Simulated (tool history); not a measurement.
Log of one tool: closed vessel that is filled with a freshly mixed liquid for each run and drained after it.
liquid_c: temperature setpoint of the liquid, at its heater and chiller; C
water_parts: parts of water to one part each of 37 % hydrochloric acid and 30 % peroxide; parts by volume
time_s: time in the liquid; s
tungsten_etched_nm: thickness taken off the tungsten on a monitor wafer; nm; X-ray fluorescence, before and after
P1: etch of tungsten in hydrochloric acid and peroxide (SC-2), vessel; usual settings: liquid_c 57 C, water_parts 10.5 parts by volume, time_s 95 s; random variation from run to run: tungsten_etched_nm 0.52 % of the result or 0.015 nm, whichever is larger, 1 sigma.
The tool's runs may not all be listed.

run,day,liquid_c,water_parts,time_s,tungsten_etched_nm
1,0.254,57,10.5,95,30.669
2,0.579,57,10.5,95,30.716
3,0.825,57,4,95,63.816
4,1.025,57,18.5,95,18.508
5,1.208,57,10.5,95,30.63
6,1.438,57,17,30,6.3886
7,1.642,40.5,10.5,95,10.069
8,1.925,57,10.5,95,30.736
# day 2.029: new drum of peroxide connected
9,2.217,57,17.5,30,6.1963
# day 2.225: chemicals flow meter replaced
10,2.479,48,4.5,95,32.428
11,2.675,57,10.5,30,9.6837
12,2.858,57,10.5,95,30.562
13,3.096,65,10.5,95,50.584
14,3.258,57,10.5,185,59.54
15,3.612,57,10.5,95,30.612
16,3.962,57,10.5,95,30.654
17,4.271,57,10.5,95,30.644
18,4.592,57,10.5,95,31.782
19,4.792,57,10.5,95,32.395
20,5.129,57,10.5,95,32.286
21,5.296,57,10.5,95,32.937
22,5.567,57,10.5,95,33.352
23,5.804,57,10.5,95,33.236
24,6.158,57,10.5,95,33.359
25,6.358,57,10.5,95,33.562
26,6.542,57,10.5,95,33.291
27,6.858,57,10.5,95,33.566

What P1 gives has crept away from where it was. These 2 causes fit the log equally well, each at the size given:
A: chemicals flow above the setpoint (%) = 11.1
B: liquid hotter than its thermometer reads (K) = 1.38
The creep began at about day 4.271.
Why every other cause is out:
peroxide weaker than its label (%): at most 8, which would move tungsten_etched_nm by -7.4 %: too little, or the wrong way

4 check runs are offered, each on 3 wafers whose results are averaged, their results left as question marks. Which one tells the causes apart?
check 1,7.175,57,17.5,30,?
check 2,7.175,46.5,10.5,180,?
check 3,7.175,49.5,4,95,?
check 4,7.175,45.5,10.5,95,?

What each check would give under each cause:
check,result,if A,if B
check 1,tungsten_etched_nm,6.7978,6.7562
check 2,tungsten_etched_nm,31.627,31.817
check 3,tungsten_etched_nm,41.795,42.764
check 4,tungsten_etched_nm,15.589,15.692
How far apart the two closest causes lie, in the result that separates them most: check 1 0.61 %; check 2 0.6 %; check 3 2.29 %; check 4 0.66 %
Only check 3 tells the causes apart: in the others they would give nearly the same result.

Then check 3 was run and gave: tungsten_etched_nm 42.681 nm. Which cause is it?

It is B: liquid hotter than its thermometer reads (K).
